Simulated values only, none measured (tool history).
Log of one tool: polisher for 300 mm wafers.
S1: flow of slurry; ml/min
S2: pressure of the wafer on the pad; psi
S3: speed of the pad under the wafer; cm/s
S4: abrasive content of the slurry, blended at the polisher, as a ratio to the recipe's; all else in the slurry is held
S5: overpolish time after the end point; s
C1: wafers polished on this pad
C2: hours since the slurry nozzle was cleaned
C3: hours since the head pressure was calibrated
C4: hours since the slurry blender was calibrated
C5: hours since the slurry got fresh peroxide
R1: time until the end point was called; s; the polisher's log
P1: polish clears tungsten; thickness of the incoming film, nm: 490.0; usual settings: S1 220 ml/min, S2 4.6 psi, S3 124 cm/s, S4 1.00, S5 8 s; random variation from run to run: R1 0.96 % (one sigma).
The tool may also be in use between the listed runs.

| run | day | S1 | S2 | S3 | S4 | S5 | C1 | C2 | C3 | C4 | C5 | R1 |
|---|---|---|---|---|---|---|---|---|---|---|---|---|
| 1 | 0.125 | 220 | 4.6 | 124 | 1.00 | 8 | 451 | 152.8 | 150.2 | 178.6 | 56.7 | 76.106 |
| 2 | 0.262 | 220 | 3.2 | 124 | 1.00 | 8 | 499 | 156.1 | 153.5 | 181.9 | 60.0 | 110.950 |
| 3 | 0.458 | 220 | 4.6 | 124 | 1.00 | 14 | 567 | 160.8 | 158.2 | 186.6 | 64.7 | 75.297 |
| 4 | 0.692 | 220 | 4.6 | 124 | 1.00 | 8 | 648 | 166.4 | 163.8 | 192.2 | 70.3 | 75.314 |
| 5 | 0.908 | 220 | 6.5 | 124 | 1.00 | 8 | 724 | 171.6 | 169.0 | 197.4 | 75.5 | 54.627 |
|  | 1.000 | worn pad replaced by a new one |
| 6 | 1.050 | 220 | 4.6 | 124 | 1.00 | 8 | 17 | 175.0 | 172.4 | 200.8 | 78.9 | 76.209 |
| 7 | 1.283 | 220 | 4.6 | 188 | 1.00 | 2 | 98 | 180.6 | 178.0 | 206.4 | 84.5 | 50.310 |
| 8 | 1.504 | 220 | 4.6 | 124 | 1.00 | 8 | 175 | 185.9 | 183.3 | 211.7 | 89.8 | 74.944 |
| 9 | 1.771 | 220 | 4.6 | 124 | 1.00 | 8 | 268 | 192.3 | 189.7 | 218.1 | 96.2 | 76.305 |
| 10 | 1.925 | 220 | 4.6 | 124 | 1.00 | 2 | 321 | 196.0 | 193.4 | 221.8 | 99.9 | 74.163 |
| 11 | 2.142 | 220 | 4.6 | 92 | 1.00 | 8 | 397 | 201.2 | 198.6 | 227.0 | 105.1 | 100.800 |
| 12 | 2.288 | 220 | 4.6 | 124 | 0.50 | 8 | 447 | 204.7 | 202.1 | 230.5 | 108.6 | 90.287 |
| 13 | 2.538 | 130 | 4.6 | 124 | 1.00 | 8 | 534 | 210.7 | 208.1 | 236.5 | 114.6 | 80.595 |
| 14 | 2.742 | 165 | 4.6 | 124 | 1.00 | 14 | 605 | 215.6 | 213.0 | 241.4 | 119.5 | 79.540 |
|  | 2.825 | slurry nozzle cleaned |
| 15 | 2.917 | 280 | 4.6 | 124 | 1.00 | 8 | 666 | 2.2 | 217.2 | 245.6 | 123.7 | 74.439 |
| 16 | 3.067 | 220 | 4.6 | 124 | 1.00 | 8 | 718 | 5.8 | 220.8 | 249.2 | 127.3 | 76.304 |
| 17 | 3.288 | 220 | 4.6 | 178 | 1.00 | 8 | 795 | 11.1 | 226.1 | 254.5 | 132.6 | 53.391 |
| 18 | 3.546 | 220 | 4.6 | 124 | 1.35 | 8 | 885 | 17.3 | 232.3 | 260.7 | 138.8 | 71.517 |
| 19 | 3.825 | 220 | 4.6 | 124 | 1.00 | 8 | 982 | 24.0 | 239.0 | 267.4 | 145.5 | 76.046 |
| 20 | 4.096 | 220 | 4.6 | 124 | 1.00 | 8 | 1076 | 30.5 | 245.5 | 273.9 | 152.0 | 77.631 |
| 21 | 4.333 | 220 | 4.6 | 124 | 1.00 | 8 | 1159 | 36.2 | 251.2 | 279.6 | 157.7 | 80.030 |
|  | 4.525 | slurry tank refilled with fresh slurry and peroxide |
| 22 | 4.575 | 220 | 4.6 | 124 | 1.00 | 8 | 1243 | 42.0 | 257.0 | 285.4 | 1.2 | 82.423 |
|  | 4.596 | worn pad replaced by a new one |
|  | 4.650 | head pressure recalibrated |
| 23 | 4.783 | 220 | 4.6 | 124 | 1.00 | 8 | 65 | 47.0 | 3.3 | 290.4 | 6.2 | 80.986 |
| 24 | 4.929 | 220 | 4.6 | 124 | 1.00 | 8 | 116 | 50.5 | 6.8 | 293.9 | 9.7 | 83.141 |
| 25 | 5.162 | 220 | 4.6 | 124 | 1.00 | 8 | 197 | 56.1 | 12.4 | 299.5 | 15.3 | 82.861 |
| 26 | 5.446 | 220 | 4.6 | 124 | 1.00 | 8 | 296 | 62.9 | 19.2 | 306.3 | 22.1 | 81.212 |

What P1 gives has crept away from where it was. These 2 causes fit the log equally well, each at the size given:
A: slurry flow missing at the pad, % = 38.1
B: abrasive missing from the slurry, % = 27.1
The creep began at about day 3.825.
Why every other cause is out:
removal rate lost through wear of the pad, %: serviced at day 4.596, which brought nothing back
head's pressure below its setpoint, %: serviced at day 4.650, which brought nothing back
peroxide lost from the slurry, %: serviced at day 4.525, which brought nothing back

4 check runs are offered, each on 3 wafers whose results are averaged, their results left as question marks. Which one tells the causes apart?
| check 1 | 5.729 | 220 | 6.5 | 124 | 1.00 | 8 |  |  |  |  |  | ? |
| check 2 | 5.729 | 130 | 4.6 | 124 | 1.00 | 3 |  |  |  |  |  | ? |
| check 3 | 5.729 | 220 | 3.7 | 124 | 0.50 | 8 |  |  |  |  |  | ? |
| check 4 | 5.729 | 220 | 4.6 | 124 | 0.75 | 8 |  |  |  |  |  | ? |

What each check would give under each cause:
| check | result | if A | if B |
|---|---|---|---|
| check 1 | R1 | 57.987 | 57.997 |
| check 2 | R1 | 93.070 | 88.993 |
| check 3 | R1 | 119.340 | 118.720 |
| check 4 | R1 | 87.624 | 87.449 |
How far apart the two closest causes lie, in the result that separates them most: check 1 0.02 %; check 2 4.48 %; check 3 0.52 %; check 4 0.2 %
Only check 2 tells the causes apart: in the others they would give nearly the same result.

Check 2 was then run and gave: R1 89.051 s. Which cause is it?

It is B: abrasive missing from the slurry, %.
